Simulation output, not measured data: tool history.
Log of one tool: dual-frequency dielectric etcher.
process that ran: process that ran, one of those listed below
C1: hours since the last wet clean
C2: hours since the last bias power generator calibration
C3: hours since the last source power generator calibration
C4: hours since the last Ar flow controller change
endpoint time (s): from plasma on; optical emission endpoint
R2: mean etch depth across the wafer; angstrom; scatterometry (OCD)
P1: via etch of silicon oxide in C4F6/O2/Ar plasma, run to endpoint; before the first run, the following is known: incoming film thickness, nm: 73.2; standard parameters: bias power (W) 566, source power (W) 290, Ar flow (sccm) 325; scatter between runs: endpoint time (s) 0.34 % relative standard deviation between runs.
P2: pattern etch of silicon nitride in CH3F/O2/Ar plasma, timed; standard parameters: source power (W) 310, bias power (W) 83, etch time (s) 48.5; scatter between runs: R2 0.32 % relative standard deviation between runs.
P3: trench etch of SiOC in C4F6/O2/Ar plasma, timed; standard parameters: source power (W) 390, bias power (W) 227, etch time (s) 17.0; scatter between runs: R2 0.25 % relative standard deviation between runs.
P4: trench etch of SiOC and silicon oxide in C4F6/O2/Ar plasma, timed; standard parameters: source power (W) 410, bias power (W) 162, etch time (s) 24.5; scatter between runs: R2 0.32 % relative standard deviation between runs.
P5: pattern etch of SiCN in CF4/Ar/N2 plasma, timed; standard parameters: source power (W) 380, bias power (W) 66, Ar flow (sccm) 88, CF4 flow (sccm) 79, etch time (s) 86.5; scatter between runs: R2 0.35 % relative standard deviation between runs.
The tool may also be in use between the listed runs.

Run 1, hour 5.5: process that ran P1, bias power (W) 566, source power (W) 290, Ar flow (sccm) 325; C1 167.3; C2 454.2; C3 291.5; C4 2555.6. Result: endpoint time (s) 17.626.
Run 2, hour 12.8: process that ran P1, bias power (W) 566, source power (W) 400, Ar flow (sccm) 325; C1 174.6; C2 461.5; C3 298.8; C4 2562.9. Result: endpoint time (s) 15.586.
Run 3, hour 17.4: process that ran P1, bias power (W) 566, source power (W) 290, Ar flow (sccm) 325; C1 179.2; C2 466.1; C3 303.4; C4 2567.5. Result: endpoint time (s) 17.480.
Run 4, hour 24.6: process that ran P5, bias power (W) 92, source power (W) 380, Ar flow (sccm) 88, CF4 flow (sccm) 79, etch time (s) 86.5; C1 186.4; C2 473.3; C3 310.6; C4 2574.7. Result: R2 723.59 angstrom.
Run 5, hour 29.4: process that ran P3, bias power (W) 227, source power (W) 390, etch time (s) 23.5; C1 191.2; C2 478.1; C3 315.4; C4 2579.5. Result: R2 526.79 angstrom.
Run 6, hour 34.2: process that ran P4, bias power (W) 162, source power (W) 410, etch time (s) 24.5; C1 196.0; C2 482.9; C3 320.2; C4 2584.3. Result: R2 474.78 angstrom.
Run 7, hour 40.7: process that ran P1, bias power (W) 566, source power (W) 290, Ar flow (sccm) 402; C1 202.5; C2 489.4; C3 326.7; C4 2590.8. Result: endpoint time (s) 17.983.
Run 8, hour 44.0: process that ran P2, bias power (W) 83, source power (W) 310, etch time (s) 48.5; C1 205.8; C2 492.7; C3 330.0; C4 2594.1. Result: R2 327.15 angstrom.
Run 9, hour 51.0: process that ran P1, bias power (W) 566, source power (W) 290, Ar flow (sccm) 325; C1 212.8; C2 499.7; C3 337.0; C4 2601.1. Result: endpoint time (s) 17.540.
At hour 54.8: wet clean of the chamber.
Run 10, hour 56.5: process that ran P4, bias power (W) 162, source power (W) 410, etch time (s) 18.5; C1 1.7; C2 505.2; C3 342.5; C4 2606.6. Result: R2 361.50 angstrom.
Run 11, hour 59.9: process that ran P5, bias power (W) 66, source power (W) 490, Ar flow (sccm) 88, CF4 flow (sccm) 79, etch time (s) 86.5; C1 5.1; C2 508.6; C3 345.9; C4 2610.0. Result: R2 806.48 angstrom.
Run 12, hour 67.0: process that ran P3, bias power (W) 227, source power (W) 530, etch time (s) 17.0; C1 12.2; C2 515.7; C3 353.0; C4 2617.1. Result: R2 428.49 angstrom.
Run 13, hour 71.4: process that ran P2, bias power (W) 83, source power (W) 200, etch time (s) 48.5; C1 16.6; C2 520.1; C3 357.4; C4 2621.5. Result: R2 276.82 angstrom.
Run 14, hour 75.0: process that ran P3, bias power (W) 227, source power (W) 390, etch time (s) 17.0; C1 20.2; C2 523.7; C3 361.0; C4 2625.1. Result: R2 380.78 angstrom.
Run 15, hour 80.8: process that ran P1, bias power (W) 691, source power (W) 290, Ar flow (sccm) 325; C1 26.0; C2 529.5; C3 366.8; C4 2630.9. Result: endpoint time (s) 16.233.
At hour 85.7: bias power generator calibrated.
Run 16, hour 85.9: process that ran P5, bias power (W) 66, source power (W) 380, Ar flow (sccm) 88, CF4 flow (sccm) 79, etch time (s) 48.5; C1 31.1; C2 0.2; C3 371.9; C4 2636.0. Result: R2 361.61 angstrom.
Run 17, hour 91.2: process that ran P2, bias power (W) 83, source power (W) 310, etch time (s) 26.5; C1 36.4; C2 5.5; C3 377.2; C4 2641.3. Result: R2 179.34 angstrom.
Run 18, hour 95.5: process that ran P3, bias power (W) 315, source power (W) 390, etch time (s) 17.0; C1 40.7; C2 9.8; C3 381.5; C4 2645.6. Result: R2 425.51 angstrom.
Run 19, hour 103.3: process that ran P5, bias power (W) 66, source power (W) 380, Ar flow (sccm) 88, CF4 flow (sccm) 79, etch time (s) 86.5; C1 48.5; C2 17.6; C3 389.3; C4 2653.4. Result: R2 646.24 angstrom.
Run 20, hour 110.0: process that ran P1, bias power (W) 343, source power (W) 290, Ar flow (sccm) 325; C1 55.2; C2 24.3; C3 396.0; C4 2660.1. Result: endpoint time (s) 21.250.
Run 21, hour 115.9: process that ran P4, bias power (W) 124, source power (W) 410, etch time (s) 24.5; C1 61.1; C2 30.2; C3 401.9; C4 2666.0. Result: R2 436.12 angstrom.
Run 22, hour 123.5: process that ran P2, bias power (W) 109, source power (W) 310, etch time (s) 48.5; C1 68.7; C2 37.8; C3 409.5; C4 2673.6. Result: R2 361.84 angstrom.
Run 23, hour 127.0: process that ran P1, bias power (W) 566, source power (W) 290, Ar flow (sccm) 325; C1 72.2; C2 41.3; C3 413.0; C4 2677.1. Result: endpoint time (s) 17.513.
Run 24, hour 132.2: process that ran P5, bias power (W) 66, source power (W) 380, Ar flow (sccm) 66, CF4 flow (sccm) 79, etch time (s) 86.5; C1 77.4; C2 46.5; C3 418.2; C4 2682.3. Result: R2 671.53 angstrom.
Run 25, hour 138.3: process that ran P1, bias power (W) 566, source power (W) 230, Ar flow (sccm) 325; C1 83.5; C2 52.6; C3 424.3; C4 2688.4. Result: endpoint time (s) 19.010.
Run 26, hour 141.8: process that ran P4, bias power (W) 162, source power (W) 530, etch time (s) 24.5; C1 87.0; C2 56.1; C3 427.8; C4 2691.9. Result: R2 527.79 angstrom.
Run 27, hour 145.5: process that ran P1, bias power (W) 566, source power (W) 290, Ar flow (sccm) 202; C1 90.7; C2 59.8; C3 431.5; C4 2695.6. Result: endpoint time (s) 16.663.
Run 28, hour 150.8: process that ran P5, bias power (W) 66, source power (W) 380, Ar flow (sccm) 88, CF4 flow (sccm) 46, etch time (s) 86.5; C1 96.0; C2 65.1; C3 436.8; C4 2700.9. Result: R2 595.34 angstrom.
Run 29, hour 155.9: process that ran P3, bias power (W) 227, source power (W) 390, etch time (s) 17.0; C1 101.1; C2 70.2; C3 441.9; C4 2706.0. Result: R2 380.99 angstrom.
Run 30, hour 162.2: process that ran P1, bias power (W) 404, source power (W) 220, Ar flow (sccm) 325; C1 107.4; C2 76.5; C3 448.2; C4 2712.3. Result: endpoint time (s) 22.035.
Run 31, hour 169.3: process that ran P1, bias power (W) 566, source power (W) 290, Ar flow (sccm) 325; C1 114.5; C2 83.6; C3 455.3; C4 2719.4. Result: endpoint time (s) 17.508.
Run 32, hour 177.0: process that ran P1, bias power (W) 566, source power (W) 290, Ar flow (sccm) 325; C1 122.2; C2 91.3; C3 463.0; C4 2727.1. Result: endpoint time (s) 17.397.
Run 33, hour 180.8: process that ran P1, bias power (W) 566, source power (W) 290, Ar flow (sccm) 325; C1 126.0; C2 95.1; C3 466.8; C4 2730.9. Result: endpoint time (s) 17.353.
Run 34, hour 186.9: process that ran P1, bias power (W) 566, source power (W) 290, Ar flow (sccm) 325; C1 132.1; C2 101.2; C3 472.9; C4 2737.0. Result: endpoint time (s) 17.407.
At hour 189.0: wet clean of the chamber.
Run 35, hour 191.6: process that ran P1, bias power (W) 566, source power (W) 290, Ar flow (sccm) 325; C1 2.6; C2 105.9; C3 477.6; C4 2741.7. Result: endpoint time (s) 17.206.
At hour 195.7: Ar flow controller replaced.
Run 36, hour 195.9: process that ran P1, bias power (W) 566, source power (W) 290, Ar flow (sccm) 325; C1 6.9; C2 110.2; C3 481.9; C4 0.2. Result: endpoint time (s) 17.226.
Run 37, hour 202.8: process that ran P1, bias power (W) 566, source power (W) 290, Ar flow (sccm) 325; C1 13.8; C2 117.1; C3 488.8; C4 7.1. Result: endpoint time (s) 17.183.
Run 38, hour 208.4: process that ran P1, bias power (W) 566, source power (W) 290, Ar flow (sccm) 325; C1 19.4; C2 122.7; C3 494.4; C4 12.7. Result: endpoint time (s) 17.254.
Run 39, hour 214.0: process that ran P1, bias power (W) 566, source power (W) 290, Ar flow (sccm) 325; C1 25.0; C2 128.3; C3 500.0; C4 18.3. Result: endpoint time (s) 17.331.
Run 40, hour 218.6: process that ran P1, bias power (W) 566, source power (W) 290, Ar flow (sccm) 325; C1 29.6; C2 132.9; C3 504.6; C4 22.9. Result: endpoint time (s) 17.259.

The log shows P1 creeping away from where it was. Any of the 2 causes listed here, at the size stated for it, fits the log just as well as the others:
A: source power that arrives over what is set, % = 4.72
B: bias power that arrives over what is set, % = 4.45
The creep began at about hour 169.3.
Why every other cause is out:
chamber walls in a state that raises the etch rate, %: serviced at hour 189.0, which brought nothing back
Ar flow that arrives under what is set, %: serviced at hour 195.7, which brought nothing back

The 4 check runs listed below each average the results of 2 wafers, and their outcomes are marked with question marks. Under which run would the listed causes produce clearly different results?
Run check 1, hour 223.2: process that ran P5, bias power (W) 90, source power (W) 380, Ar flow (sccm) 88, CF4 flow (sccm) 51, etch time (s) 86.5. Result: R2 ?.
Run check 2, hour 223.2: process that ran P3, bias power (W) 227, source power (W) 520, etch time (s) 17.0. Result: R2 ?.
Run check 3, hour 223.2: process that ran P4, bias power (W) 162, source power (W) 500, etch time (s) 24.5. Result: R2 ?.
Run check 4, hour 223.2: process that ran P2, bias power (W) 83, source power (W) 260, etch time (s) 39.0. Result: R2 ?.

What every check run would give for each of its results, assuming each possible cause in turn:
  check  result    if A    if B
check 1      R2  702.63  686.20
check 2      R2  432.95  431.41
check 3      R2  522.65  520.11
check 4      R2  250.73  250.41
How far apart the two closest causes lie, in the result that separates them most: check 1 2.37 %; check 2 0.36 %; check 3 0.49 %; check 4 0.13 %
Check 1 distinguishes between the causes, while the remaining checks would return nearly the same result for all of them.

After running check 1, the following was obtained: R2 687.01 angstrom. Which cause does this point to?

The cause is B: bias power that arrives over what is set, %.
